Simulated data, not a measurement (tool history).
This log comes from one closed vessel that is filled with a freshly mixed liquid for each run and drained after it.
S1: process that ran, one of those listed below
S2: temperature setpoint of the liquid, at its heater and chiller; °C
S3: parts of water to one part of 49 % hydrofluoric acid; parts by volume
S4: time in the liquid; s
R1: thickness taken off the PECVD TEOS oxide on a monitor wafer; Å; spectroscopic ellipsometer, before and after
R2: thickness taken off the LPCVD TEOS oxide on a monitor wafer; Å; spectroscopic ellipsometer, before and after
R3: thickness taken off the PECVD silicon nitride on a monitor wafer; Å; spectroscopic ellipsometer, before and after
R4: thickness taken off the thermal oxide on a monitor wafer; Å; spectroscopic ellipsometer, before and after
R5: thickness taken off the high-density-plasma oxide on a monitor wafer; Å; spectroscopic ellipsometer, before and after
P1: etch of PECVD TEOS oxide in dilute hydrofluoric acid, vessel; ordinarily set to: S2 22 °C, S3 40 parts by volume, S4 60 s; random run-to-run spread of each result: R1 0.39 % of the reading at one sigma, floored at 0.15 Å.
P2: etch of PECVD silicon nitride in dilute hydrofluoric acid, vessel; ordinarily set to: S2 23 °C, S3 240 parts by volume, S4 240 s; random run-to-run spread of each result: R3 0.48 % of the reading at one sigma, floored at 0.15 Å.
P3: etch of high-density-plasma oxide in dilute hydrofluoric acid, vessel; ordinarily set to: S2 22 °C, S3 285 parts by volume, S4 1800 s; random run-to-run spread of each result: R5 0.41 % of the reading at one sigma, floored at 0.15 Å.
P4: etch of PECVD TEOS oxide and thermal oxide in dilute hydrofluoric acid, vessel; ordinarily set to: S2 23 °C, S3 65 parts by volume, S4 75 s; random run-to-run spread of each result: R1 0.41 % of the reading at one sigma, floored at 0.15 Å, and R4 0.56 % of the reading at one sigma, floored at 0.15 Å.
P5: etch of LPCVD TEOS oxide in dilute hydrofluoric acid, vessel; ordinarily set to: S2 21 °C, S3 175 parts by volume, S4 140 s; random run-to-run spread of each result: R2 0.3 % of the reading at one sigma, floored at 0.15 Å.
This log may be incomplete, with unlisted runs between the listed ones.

| run | day | S1 | S2 | S3 | S4 | R1 | R2 | R3 | R4 | R5 |
|---|---|---|---|---|---|---|---|---|---|---|
| 1 | 0.6 | P1 | 22 | 40 | 60 | 335.16 |  |  |  |  |
| 2 | 0.896 | P5 | 21 | 175 | 140 |  | 368.48 |  |  |  |
| 3 | 1.412 | P2 | 28 | 240 | 240 |  |  | 74.859 |  |  |
| 4 | 1.875 | P1 | 22 | 40 | 60 | 334.9 |  |  |  |  |
| 5 | 2.246 | P1 | 22 | 20 | 35 | 401.67 |  |  |  |  |
| 6 | 2.738 | P4 | 23 | 100 | 75 | 186.13 |  |  | 35.308 |  |
| 7 | 3.329 | P1 | 22 | 20 | 60 | 684.82 |  |  |  |  |
| 8 | 3.7 | P1 | 22 | 40 | 60 | 333.6 |  |  |  |  |
| 9 | 4.088 | P2 | 23 | 365 | 240 |  |  | 35.887 |  |  |
| 10 | 4.467 | P4 | 17.5 | 65 | 75 | 233.54 |  |  | 45.283 |  |
| 11 | 4.946 | P1 | 22 | 70 | 60 | 183.62 |  |  |  |  |
| 12 | 5.479 | P4 | 23 | 65 | 30 | 117.87 |  |  | 22.791 |  |
| 13 | 5.904 | P3 | 22 | 105 | 1800 |  |  |  |  | 856.48 |
| 14 | 6.471 | P4 | 23 | 65 | 75 | 295.08 |  |  | 56.267 |  |
| 15 | 6.996 | P2 | 23 | 240 | 355 |  |  | 81.349 |  |  |
| 16 | 7.562 | P1 | 22 | 40 | 60 | 334.41 |  |  |  |  |
| 17 | 7.962 | P1 | 29.5 | 55 | 60 | 324.33 |  |  |  |  |
| 18 | 8.421 | P1 | 22 | 40 | 100 | 556.15 |  |  |  |  |
| 19 | 8.896 | P3 | 22 | 285 | 680 |  |  |  |  | 99.654 |
| 20 | 9.379 | P4 | 23 | 65 | 75 | 297.47 |  |  | 56.444 |  |
| 21 | 9.871 | P5 | 21 | 175 | 30 |  | 78.903 |  |  |  |
| 22 | 10.188 | P1 | 28 | 40 | 60 | 427.34 |  |  |  |  |
| 23 | 10.671 | P2 | 23 | 240 | 240 |  |  | 54.919 |  |  |
| 24 | 11.125 | P5 | 21 | 35 | 140 |  | 2161.7 |  |  |  |
| 25 | 11.654 | P3 | 22 | 285 | 1800 |  |  |  |  | 263.6 |
| 26 | 12.162 | P5 | 21 | 175 | 140 |  | 367.58 |  |  |  |

Predict the results of run 27:
| 27 | 12.825 | P5 | 29 | 175 | 140 |  | ? |  |  |  |

R2: 498.27 Å
